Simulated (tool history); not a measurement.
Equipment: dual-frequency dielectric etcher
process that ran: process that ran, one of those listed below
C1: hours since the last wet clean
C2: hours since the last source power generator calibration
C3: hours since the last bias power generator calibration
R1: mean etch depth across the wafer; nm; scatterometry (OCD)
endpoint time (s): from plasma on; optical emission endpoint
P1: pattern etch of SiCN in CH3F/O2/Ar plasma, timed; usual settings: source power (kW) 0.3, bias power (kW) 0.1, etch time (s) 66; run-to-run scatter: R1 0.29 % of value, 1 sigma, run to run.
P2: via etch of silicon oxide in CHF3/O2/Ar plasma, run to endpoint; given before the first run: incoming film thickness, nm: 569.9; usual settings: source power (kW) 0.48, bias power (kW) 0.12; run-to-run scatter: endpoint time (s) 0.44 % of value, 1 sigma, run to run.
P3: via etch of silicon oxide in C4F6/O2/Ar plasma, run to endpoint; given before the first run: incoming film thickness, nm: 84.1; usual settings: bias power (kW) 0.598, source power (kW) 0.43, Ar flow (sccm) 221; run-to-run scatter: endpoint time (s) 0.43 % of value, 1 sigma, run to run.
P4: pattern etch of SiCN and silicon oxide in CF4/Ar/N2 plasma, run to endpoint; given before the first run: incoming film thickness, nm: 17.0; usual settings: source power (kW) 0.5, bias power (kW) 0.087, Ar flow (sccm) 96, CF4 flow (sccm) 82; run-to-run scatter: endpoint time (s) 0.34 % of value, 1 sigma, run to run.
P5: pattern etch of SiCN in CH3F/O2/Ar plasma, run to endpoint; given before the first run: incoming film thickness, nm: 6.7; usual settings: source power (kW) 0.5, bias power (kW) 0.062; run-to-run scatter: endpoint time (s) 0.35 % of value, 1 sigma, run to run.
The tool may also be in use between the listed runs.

Run 1, hour 7.2: process that ran P1, source power (kW) 0.3, bias power (kW) 0.1, etch time (s) 66; C1 146.7; C2 1357.7; C3 1170.5. Result: R1 25.188 nm.
Run 2, hour 19.2: process that ran P4, source power (kW) 0.5, bias power (kW) 0.087, Ar flow (sccm) 96, CF4 flow (sccm) 111; C1 158.7; C2 1369.7; C3 1182.5. Result: endpoint time (s) 15.358.
Run 3, hour 28.6: process that ran P1, source power (kW) 0.19, bias power (kW) 0.118, etch time (s) 66; C1 168.1; C2 1379.1; C3 1191.9. Result: R1 22.658 nm.
Run 4, hour 39: process that ran P5, source power (kW) 0.39, bias power (kW) 0.062; C1 178.5; C2 1389.5; C3 1202.3. Result: endpoint time (s) 19.42.
Run 5, hour 49.4: process that ran P2, source power (kW) 0.48, bias power (kW) 0.12; C1 188.9; C2 1399.9; C3 1212.7. Result: endpoint time (s) 356.83.
Run 6, hour 59.9: process that ran P1, source power (kW) 0.3, bias power (kW) 0.1, etch time (s) 36.5; C1 199.4; C2 1410.4; C3 1223.2. Result: R1 13.892 nm.
Run 7, hour 66.2: process that ran P1, source power (kW) 0.3, bias power (kW) 0.1, etch time (s) 89.5; C1 205.7; C2 1416.7; C3 1229.5. Result: R1 34.13 nm.
Run 8, hour 74.7: process that ran P3, source power (kW) 0.43, bias power (kW) 0.826, Ar flow (sccm) 221; C1 214.2; C2 1425.2; C3 1238. Result: endpoint time (s) 14.194.
Run 9, hour 84.3: process that ran P2, source power (kW) 0.33, bias power (kW) 0.12; C1 223.8; C2 1434.8; C3 1247.6. Result: endpoint time (s) 414.75.
Run 10, hour 97.6: process that ran P4, source power (kW) 0.38, bias power (kW) 0.087, Ar flow (sccm) 96, CF4 flow (sccm) 82; C1 237.1; C2 1448.1; C3 1260.9. Result: endpoint time (s) 20.263.
Run 11, hour 109.2: process that ran P3, source power (kW) 0.43, bias power (kW) 0.598, Ar flow (sccm) 287; C1 248.7; C2 1459.7; C3 1272.5. Result: endpoint time (s) 16.652.
Run 12, hour 118.8: process that ran P3, source power (kW) 0.43, bias power (kW) 0.598, Ar flow (sccm) 221; C1 258.3; C2 1469.3; C3 1282.1. Result: endpoint time (s) 16.128.
Run 13, hour 131.2: process that ran P3, source power (kW) 0.43, bias power (kW) 0.598, Ar flow (sccm) 221; C1 270.7; C2 1481.7; C3 1294.5. Result: endpoint time (s) 16.242.
Run 14, hour 137.7: process that ran P1, source power (kW) 0.3, bias power (kW) 0.12, etch time (s) 66; C1 277.2; C2 1488.2; C3 1301. Result: R1 27.053 nm.
Run 15, hour 146.4: process that ran P4, source power (kW) 0.5, bias power (kW) 0.087, Ar flow (sccm) 96, CF4 flow (sccm) 82; C1 285.9; C2 1496.9; C3 1309.7. Result: endpoint time (s) 15.954.
Run 16, hour 157.3: process that ran P1, source power (kW) 0.3, bias power (kW) 0.1, etch time (s) 66; C1 296.8; C2 1507.8; C3 1320.6. Result: R1 25.02 nm.
Run 17, hour 165.5: process that ran P1, source power (kW) 0.39, bias power (kW) 0.1, etch time (s) 66; C1 305; C2 1516; C3 1328.8. Result: R1 27.741 nm.
Run 18, hour 176.6: process that ran P4, source power (kW) 0.5, bias power (kW) 0.065, Ar flow (sccm) 96, CF4 flow (sccm) 82; C1 316.1; C2 1527.1; C3 1339.9. Result: endpoint time (s) 17.635.
Run 19, hour 189.2: process that ran P5, source power (kW) 0.5, bias power (kW) 0.083; C1 328.7; C2 1539.7; C3 1352.5. Result: endpoint time (s) 16.024.
Run 20, hour 202.3: process that ran P1, source power (kW) 0.3, bias power (kW) 0.078, etch time (s) 66; C1 341.8; C2 1552.8; C3 1365.6. Result: R1 22.846 nm.
Run 21, hour 212.8: process that ran P1, source power (kW) 0.21, bias power (kW) 0.1, etch time (s) 66; C1 352.3; C2 1563.3; C3 1376.1. Result: R1 22.064 nm.
Run 22, hour 225.9: process that ran P1, source power (kW) 0.36, bias power (kW) 0.1, etch time (s) 37; C1 365.4; C2 1576.4; C3 1389.2. Result: R1 15.066 nm.
Run 23, hour 236.8: process that ran P4, source power (kW) 0.5, bias power (kW) 0.087, Ar flow (sccm) 117, CF4 flow (sccm) 82; C1 376.3; C2 1587.3; C3 1400.1. Result: endpoint time (s) 16.482.
Run 24, hour 244.5: process that ran P1, source power (kW) 0.3, bias power (kW) 0.1, etch time (s) 66; C1 384; C2 1595; C3 1407.8. Result: R1 25.274 nm.
Run 25, hour 251.3: process that ran P2, source power (kW) 0.48, bias power (kW) 0.152; C1 390.8; C2 1601.8; C3 1414.6. Result: endpoint time (s) 328.8.
Run 26, hour 258: process that ran P5, source power (kW) 0.5, bias power (kW) 0.062; C1 397.5; C2 1608.5; C3 1421.3. Result: endpoint time (s) 17.748.
Run 27, hour 271.2: process that ran P1, source power (kW) 0.3, bias power (kW) 0.1, etch time (s) 66; C1 410.7; C2 1621.7; C3 1434.5. Result: R1 25.058 nm.
Run 28, hour 280.7: process that ran P2, source power (kW) 0.48, bias power (kW) 0.12; C1 420.2; C2 1631.2; C3 1444. Result: endpoint time (s) 357.78.
Run 29, hour 293.8: process that ran P1, source power (kW) 0.3, bias power (kW) 0.1, etch time (s) 66; C1 433.3; C2 1644.3; C3 1457.1. Result: R1 25.071 nm.
Run 30, hour 303.4: process that ran P3, source power (kW) 0.27, bias power (kW) 0.598, Ar flow (sccm) 221; C1 442.9; C2 1653.9; C3 1466.7. Result: endpoint time (s) 19.194.
Run 31, hour 310.1: process that ran P1, source power (kW) 0.3, bias power (kW) 0.1, etch time (s) 66; C1 449.6; C2 1660.6; C3 1473.4. Result: R1 25.046 nm.
Run 32, hour 323.7: process that ran P1, source power (kW) 0.3, bias power (kW) 0.1, etch time (s) 66; C1 463.2; C2 1674.2; C3 1487. Result: R1 25.347 nm.
Run 33, hour 334.7: process that ran P1, source power (kW) 0.3, bias power (kW) 0.1, etch time (s) 66; C1 474.2; C2 1685.2; C3 1498. Result: R1 25.367 nm.
Run 34, hour 342.3: process that ran P1, source power (kW) 0.3, bias power (kW) 0.1, etch time (s) 66; C1 481.8; C2 1692.8; C3 1505.6. Result: R1 25.318 nm.
Run 35, hour 355.8: process that ran P1, source power (kW) 0.3, bias power (kW) 0.1, etch time (s) 66; C1 495.3; C2 1706.3; C3 1519.1. Result: R1 25.613 nm.
Run 36, hour 362: process that ran P1, source power (kW) 0.3, bias power (kW) 0.1, etch time (s) 66; C1 501.5; C2 1712.5; C3 1525.3. Result: R1 25.533 nm.
Run 37, hour 368.7: process that ran P1, source power (kW) 0.3, bias power (kW) 0.1, etch time (s) 66; C1 508.2; C2 1719.2; C3 1532. Result: R1 25.388 nm.
At hour 377.1: wet clean of the chamber.
Run 38, hour 382.6: process that ran P1, source power (kW) 0.3, bias power (kW) 0.1, etch time (s) 66; C1 5.5; C2 1733.1; C3 1545.9. Result: R1 25.492 nm.
Run 39, hour 391.9: process that ran P1, source power (kW) 0.3, bias power (kW) 0.1, etch time (s) 66; C1 14.8; C2 1742.4; C3 1555.2. Result: R1 25.539 nm.
Run 40, hour 406: process that ran P1, source power (kW) 0.3, bias power (kW) 0.1, etch time (s) 66; C1 28.9; C2 1756.5; C3 1569.3. Result: R1 25.535 nm.
Run 41, hour 414.8: process that ran P1, source power (kW) 0.3, bias power (kW) 0.1, etch time (s) 66; C1 37.7; C2 1765.3; C3 1578.1. Result: R1 25.489 nm.
Run 42, hour 427.4: process that ran P1, source power (kW) 0.3, bias power (kW) 0.1, etch time (s) 66; C1 50.3; C2 1777.9; C3 1590.7. Result: R1 25.418 nm.

Compared with where it was, what P1 gives has crept away. Each cause listed below fits the log as well as the rest, at the size given for it:
A: source power that arrives over what is set, % = 4.08
B: bias power that arrives over what is set, % = 3.88
The gradual shift began around hour 310.1.
All other causes, with the reason each is excluded:
chamber walls in a state that raises the etch rate, %: was serviced at hour 377.1, once the creep was under way, yet the earlier output never came back

Which of the check runs below tells the causes apart, meaning the causes would give it clearly different results? Each run uses 2 wafers whose results are averaged, and each result is shown as a question mark.
Run check 1, hour 440: process that ran P3, source power (kW) 0.43, bias power (kW) 0.598, Ar flow (sccm) 221. Result: endpoint time (s) ?.
Run check 2, hour 440: process that ran P4, source power (kW) 0.5, bias power (kW) 0.087, Ar flow (sccm) 96, CF4 flow (sccm) 82. Result: endpoint time (s) ?.
Run check 3, hour 440: process that ran P5, source power (kW) 0.5, bias power (kW) 0.062. Result: endpoint time (s) ?.
Run check 4, hour 440: process that ran P2, source power (kW) 0.48, bias power (kW) 0.12. Result: endpoint time (s) ?.

If the cause were each of the candidates in turn, the checks would give the following:
  check             result    if A    if B
check 1  endpoint time (s)  15.905  15.906
check 2  endpoint time (s)   15.43  15.779
check 3  endpoint time (s)  17.455  17.498
check 4  endpoint time (s)   352.7  353.99
Per-check spread between the two closest causes, in the result where they differ most: check 1 0.01 %; check 2 2.23 %; check 3 0.25 %; check 4 0.36 %
Check 2 is the one run that separates the causes; every other check would come out nearly the same whichever cause is at work.

Check 2 has now been run. It gave: endpoint time (s) 15.386. Which of the candidate causes is it?

A is the cause: source power that arrives over what is set, %.
